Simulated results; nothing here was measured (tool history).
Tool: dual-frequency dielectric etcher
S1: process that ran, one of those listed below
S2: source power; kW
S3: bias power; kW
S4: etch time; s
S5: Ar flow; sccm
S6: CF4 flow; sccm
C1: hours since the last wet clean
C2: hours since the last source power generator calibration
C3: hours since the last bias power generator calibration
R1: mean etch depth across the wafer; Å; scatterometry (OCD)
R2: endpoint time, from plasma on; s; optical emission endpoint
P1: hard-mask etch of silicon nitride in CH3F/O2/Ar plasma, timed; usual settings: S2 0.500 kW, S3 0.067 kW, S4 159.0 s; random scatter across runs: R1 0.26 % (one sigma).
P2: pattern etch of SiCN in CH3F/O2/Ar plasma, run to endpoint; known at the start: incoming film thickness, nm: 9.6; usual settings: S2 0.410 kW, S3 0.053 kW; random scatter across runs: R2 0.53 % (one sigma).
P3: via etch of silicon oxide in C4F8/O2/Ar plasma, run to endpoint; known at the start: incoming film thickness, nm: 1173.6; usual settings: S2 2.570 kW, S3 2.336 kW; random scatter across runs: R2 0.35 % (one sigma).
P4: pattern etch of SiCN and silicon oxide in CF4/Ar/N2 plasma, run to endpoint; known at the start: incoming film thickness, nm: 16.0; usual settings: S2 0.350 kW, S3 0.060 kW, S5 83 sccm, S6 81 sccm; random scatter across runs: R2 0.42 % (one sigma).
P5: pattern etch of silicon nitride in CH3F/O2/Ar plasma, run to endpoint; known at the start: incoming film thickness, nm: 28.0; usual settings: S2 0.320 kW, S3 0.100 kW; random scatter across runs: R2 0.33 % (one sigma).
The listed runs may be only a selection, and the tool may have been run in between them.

run,hour,S1,S2,S3,S4,S5,S6,C1,C2,C3,R1,R2
1,9.8,P1,0.500,0.067,159.0,,,337.4,1301.8,1541.7,1168.10,
2,17.7,P2,0.410,0.066,,,,345.3,1309.7,1549.6,,26.341
3,30.2,P4,0.280,0.060,,83,81,357.8,1322.2,1562.1,,29.379
4,44.4,P2,0.410,0.053,,,,372.0,1336.4,1576.3,,28.495
5,57.6,P1,0.500,0.067,159.0,,,385.2,1349.6,1589.5,1166.40,
6,70.7,P1,0.500,0.067,159.0,,,398.3,1362.7,1602.6,1160.60,
7,86.3,P1,0.360,0.067,222.0,,,413.9,1378.3,1618.2,1438.30,
8,97.7,P3,2.570,3.126,,,,425.3,1389.7,1629.6,,183.680
9,106.6,P5,0.220,0.100,,,,434.2,1398.6,1638.5,,46.231
10,120.7,P1,0.500,0.067,222.0,,,448.3,1412.7,1652.6,1620.40,
11,131.0,P2,0.300,0.053,,,,458.6,1423.0,1662.9,,31.965
12,144.1,P1,0.500,0.053,159.0,,,471.7,1436.1,1676.0,1080.90,
13,157.8,P4,0.350,0.060,,83,48,485.4,1449.8,1689.7,,26.157
14,167.7,P4,0.350,0.060,,83,81,495.3,1459.7,1699.6,,23.987
15,180.3,P1,0.340,0.067,159.0,,,507.9,1472.3,1712.2,1002.40,
16,188.4,P5,0.320,0.063,,,,516.0,1480.4,1720.3,,47.381
17,198.7,P1,0.500,0.080,217.5,,,526.3,1490.7,1730.6,1681.00,
18,206.8,P4,0.350,0.078,,83,81,534.4,1498.8,1738.7,,22.202
19,216.5,P5,0.320,0.100,,,,544.1,1508.5,1748.4,,39.737
20,228.9,P1,0.500,0.067,159.0,,,556.5,1520.9,1760.8,1167.00,
21,238.8,P4,0.350,0.060,,115,81,566.4,1530.8,1770.7,,25.392
22,252.1,P1,0.500,0.067,159.0,,,579.7,1544.1,1784.0,1161.80,
23,265.9,P3,2.570,2.336,,,,593.5,1557.9,1797.8,,201.400
24,279.2,P1,0.630,0.067,159.0,,,606.8,1571.2,1811.1,1269.10,
25,289.1,P1,0.500,0.084,159.0,,,616.7,1581.1,1821.0,1258.40,
26,302.0,P3,2.570,2.336,,,,629.6,1594.0,1833.9,,201.080
27,313.3,P1,0.500,0.067,100.5,,,640.9,1605.3,1845.2,735.98,
28,325.0,P3,3.240,2.336,,,,652.6,1617.0,1856.9,,184.620
29,333.1,P1,0.500,0.067,159.0,,,660.7,1625.1,1865.0,1160.50,
30,341.8,P1,0.500,0.067,159.0,,,669.4,1633.8,1873.7,1170.20,
31,349.9,P1,0.500,0.067,159.0,,,677.5,1641.9,1881.8,1172.90,
32,361.1,P1,0.500,0.067,159.0,,,688.7,1653.1,1893.0,1171.50,
33,369.3,P1,0.500,0.067,159.0,,,696.9,1661.3,1901.2,1183.80,
34,379.9,P1,0.500,0.067,159.0,,,707.5,1671.9,1911.8,1178.10,
# hour 381.3: wet clean of the chamber
35,389.0,P1,0.500,0.067,159.0,,,7.8,1681.0,1920.9,1184.10,
36,395.7,P1,0.500,0.067,159.0,,,14.5,1687.7,1927.6,1179.30,
37,403.6,P1,0.500,0.067,159.0,,,22.4,1695.6,1935.5,1183.50,
38,417.6,P1,0.500,0.067,159.0,,,36.4,1709.6,1949.5,1177.70,

Compared with where it was, what P1 gives has crept away. Each cause listed below fits the log as well as the rest, at the size given for it:
A: source power that arrives over what is set, % = 3.93
B: bias power that arrives over what is set, % = 4.53
Onset of the creep was near hour 333.1.
All other causes, with the reason each is excluded:
chamber walls in a state that raises the etch rate, %: work on it at hour 381.3, done after the drift set in, did not restore what the process gave before

Which of the check runs below tells the causes apart, meaning the causes would give it clearly different results? Each run uses 3 wafers whose results are averaged, and each result is shown as a question mark.
check 1,431.6,P4,0.350,0.060,,83,81,,,,,?
check 2,431.6,P2,0.410,0.053,,,,,,,,?
check 3,431.6,P3,2.570,2.336,,,,,,,,?
check 4,431.6,P5,0.320,0.100,,,,,,,,?

If the cause were each of the candidates in turn, the checks would give the following:
check,result,if A,if B
check 1,R2,23.313,23.792
check 2,R2,27.973,27.979
check 3,R2,198.980,199.470
check 4,R2,39.480,39.391
Minimum pairwise separation of causes per check, each pair taken at its best-separating result: check 1 2.03 %; check 2 0.02 %; check 3 0.24 %; check 4 0.23 %
Check 1 distinguishes between the causes, while the remaining checks would return nearly the same result for all of them.

After running check 1, the following was obtained: R2 23.248 s. Which cause does this point to?

It is A: source power that arrives over what is set, %.
